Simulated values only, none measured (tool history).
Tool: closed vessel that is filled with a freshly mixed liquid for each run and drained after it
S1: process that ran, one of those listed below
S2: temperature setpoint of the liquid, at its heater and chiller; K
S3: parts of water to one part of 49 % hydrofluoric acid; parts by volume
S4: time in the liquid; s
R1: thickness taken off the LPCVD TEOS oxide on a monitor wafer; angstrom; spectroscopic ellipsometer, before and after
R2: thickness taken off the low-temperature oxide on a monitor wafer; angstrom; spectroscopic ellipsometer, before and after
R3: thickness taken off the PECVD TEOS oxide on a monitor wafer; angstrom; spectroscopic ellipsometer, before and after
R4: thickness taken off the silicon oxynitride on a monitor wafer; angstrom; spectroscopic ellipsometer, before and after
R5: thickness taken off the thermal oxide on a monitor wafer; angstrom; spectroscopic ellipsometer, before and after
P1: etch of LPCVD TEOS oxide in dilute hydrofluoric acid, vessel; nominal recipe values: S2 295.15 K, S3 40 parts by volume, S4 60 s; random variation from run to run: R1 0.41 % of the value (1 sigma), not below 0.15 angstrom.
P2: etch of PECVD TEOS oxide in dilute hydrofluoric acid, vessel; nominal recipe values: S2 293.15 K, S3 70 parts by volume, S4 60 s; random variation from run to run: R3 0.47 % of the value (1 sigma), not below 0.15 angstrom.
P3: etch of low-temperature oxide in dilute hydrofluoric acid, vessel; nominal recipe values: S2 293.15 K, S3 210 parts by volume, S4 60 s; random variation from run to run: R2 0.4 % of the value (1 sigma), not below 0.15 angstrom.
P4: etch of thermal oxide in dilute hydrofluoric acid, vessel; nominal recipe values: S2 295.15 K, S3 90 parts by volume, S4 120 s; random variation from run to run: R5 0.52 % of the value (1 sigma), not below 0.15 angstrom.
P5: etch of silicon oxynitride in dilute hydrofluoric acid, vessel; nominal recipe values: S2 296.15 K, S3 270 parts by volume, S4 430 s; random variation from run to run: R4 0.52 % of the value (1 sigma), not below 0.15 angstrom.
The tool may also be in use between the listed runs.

run    day  S1      S2   S3   S4       R1      R2       R3      R4       R5
  1  0.296  P1  295.15   40   60   835.65
  2  0.546  P3  293.15  365   60           37.440
  3  0.954  P2  293.15   70   95                   186.470
  4  1.371  P2  293.15   70   60                   117.360
  5  1.675  P5  296.15  270  155                            22.523
  6  1.892  P1  300.65   20   60  2156.60
  7  2.292  P3  293.15  210   35           43.863
  8  2.700  P4  295.15   90  120                                     59.251
  9  3.021  P4  300.65   90  120                                     73.586
 10  3.404  P1  295.15   20   60  1728.30
 11  3.738  P1  301.15   40   60  1072.90
 12  4.008  P3  299.15  210   60           93.173
 13  4.433  P3  293.15  210   60           74.462
 14  4.775  P1  295.15   40   60   831.51
 15  5.150  P1  295.15   40   30   420.69
 16  5.571  P1  295.15   40   60   840.30
 17  5.858  P3  293.15  210   60           74.453
 18  6.046  P5  296.15  270  430                            62.753
 19  6.367  P5  290.15  270  430                            47.347
 20  6.688  P4  295.15   20  120                                    291.360
 21  7.029  P1  295.15   40   60   838.65
 22  7.338  P1  290.15   25   60  1099.20
 23  7.654  P1  290.15   40   30   340.67
 24  7.992  P2  299.15   70   60                   150.320
 25  8.417  P2  293.15  130   60                    58.841
 26  8.667  P1  295.15   40  100  1394.10
 27  8.954  P5  296.15  390  430                            40.546
 28  9.183  P4  295.15   90   55                                     26.904
 29  9.475  P1  295.15   60   60   544.36
 30  9.879  P1  290.15   40   60   680.19

Run 31 has not been measured yet. What should we expect?
 31  10.112  P1  295.15  40  60   ?

Run 31 measured R1 842.06 angstrom.
